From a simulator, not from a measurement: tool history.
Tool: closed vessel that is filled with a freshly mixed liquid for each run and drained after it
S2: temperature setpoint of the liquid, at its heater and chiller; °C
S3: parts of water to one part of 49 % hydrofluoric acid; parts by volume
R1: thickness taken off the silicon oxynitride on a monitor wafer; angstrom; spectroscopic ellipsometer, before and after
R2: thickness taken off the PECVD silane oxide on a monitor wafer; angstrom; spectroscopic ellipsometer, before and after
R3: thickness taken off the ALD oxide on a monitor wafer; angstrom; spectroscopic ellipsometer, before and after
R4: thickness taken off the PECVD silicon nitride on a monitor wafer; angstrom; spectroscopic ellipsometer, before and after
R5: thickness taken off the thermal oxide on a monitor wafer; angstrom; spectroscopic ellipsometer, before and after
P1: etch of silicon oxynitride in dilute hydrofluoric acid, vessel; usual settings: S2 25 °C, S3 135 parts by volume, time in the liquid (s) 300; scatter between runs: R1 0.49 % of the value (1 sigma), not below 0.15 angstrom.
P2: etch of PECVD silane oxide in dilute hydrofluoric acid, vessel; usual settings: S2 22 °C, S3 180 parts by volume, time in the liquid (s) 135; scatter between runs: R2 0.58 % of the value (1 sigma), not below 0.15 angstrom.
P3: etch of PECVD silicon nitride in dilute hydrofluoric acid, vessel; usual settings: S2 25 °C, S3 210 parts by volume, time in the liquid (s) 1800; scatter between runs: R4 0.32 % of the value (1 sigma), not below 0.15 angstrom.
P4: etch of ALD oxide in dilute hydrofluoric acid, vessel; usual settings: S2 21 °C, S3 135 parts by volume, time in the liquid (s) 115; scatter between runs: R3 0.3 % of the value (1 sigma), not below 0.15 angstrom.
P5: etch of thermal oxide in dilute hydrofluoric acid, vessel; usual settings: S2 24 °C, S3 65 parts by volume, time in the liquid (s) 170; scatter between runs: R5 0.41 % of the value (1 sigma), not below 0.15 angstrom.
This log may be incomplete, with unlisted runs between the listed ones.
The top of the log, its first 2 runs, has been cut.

run 3 hour=10.3 | process_that_ran=P1 S2=25 S3=135 time_in_the_liquid_(s)=300 | R1=108.680
run 4 hour=13.4 | process_that_ran=P2 S2=22 S3=180 time_in_the_liquid_(s)=135 | R2=126.66
run 5 hour=17.2 | process_that_ran=P2 S2=22 S3=85 time_in_the_liquid_(s)=135 | R2=298.78
run 6 hour=20.2 | process_that_ran=P4 S2=21 S3=135 time_in_the_liquid_(s)=30 | R3=46.712
run 7 hour=24.2 | process_that_ran=P1 S2=25 S3=135 time_in_the_liquid_(s)=300 | R1=108.170
run 8 hour=26.1 | process_that_ran=P1 S2=25 S3=135 time_in_the_liquid_(s)=510 | R1=183.770
run 9 hour=28.9 | process_that_ran=P3 S2=25 S3=210 time_in_the_liquid_(s)=475 | R4=40.465
run 10 hour=32.6 | process_that_ran=P5 S2=19 S3=65 time_in_the_liquid_(s)=170 | R5=106.010
run 11 hour=35.9 | process_that_ran=P1 S2=25 S3=180 time_in_the_liquid_(s)=420 | R1=109.340
run 12 hour=40.1 | process_that_ran=P1 S2=25 S3=135 time_in_the_liquid_(s)=300 | R1=107.640
run 13 hour=43.6 | process_that_ran=P3 S2=25 S3=210 time_in_the_liquid_(s)=1800 | R4=152.790
run 14 hour=46.6 | process_that_ran=P1 S2=25 S3=135 time_in_the_liquid_(s)=30 | R1=10.680
run 15 hour=48.7 | process_that_ran=P2 S2=22 S3=180 time_in_the_liquid_(s)=195 | R2=183.09
run 16 hour=52.8 | process_that_ran=P1 S2=30 S3=135 time_in_the_liquid_(s)=300 | R1=135.080
run 17 hour=56.7 | process_that_ran=P5 S2=24 S3=65 time_in_the_liquid_(s)=30 | R5=23.017
run 18 hour=60.9 | process_that_ran=P5 S2=24 S3=20 time_in_the_liquid_(s)=170 | R5=451.750
run 19 hour=64.2 | process_that_ran=P1 S2=25 S3=250 time_in_the_liquid_(s)=300 | R1=54.300
run 20 hour=68.2 | process_that_ran=P5 S2=24 S3=65 time_in_the_liquid_(s)=170 | R5=130.840
run 21 hour=71.7 | process_that_ran=P3 S2=25 S3=210 time_in_the_liquid_(s)=1800 | R4=152.100
run 22 hour=73.7 | process_that_ran=P4 S2=21 S3=135 time_in_the_liquid_(s)=115 | R3=180.180
run 23 hour=77.0 | process_that_ran=P1 S2=17 S3=135 time_in_the_liquid_(s)=300 | R1=73.697
run 24 hour=79.9 | process_that_ran=P4 S2=21 S3=60 time_in_the_liquid_(s)=115 | R3=440.330
run 25 hour=84.0 | process_that_ran=P3 S2=25 S3=345 time_in_the_liquid_(s)=1800 | R4=93.334
run 26 hour=86.2 | process_that_ran=P1 S2=17 S3=75 time_in_the_liquid_(s)=300 | R1=138.830

Run 27 comes next. What will it give?
run 27 hour=89.6 | process_that_ran=P2 S2=28 S3=180 time_in_the_liquid_(s)=135 | R2=?

Run 27 yielded R2 157.04 angstrom.
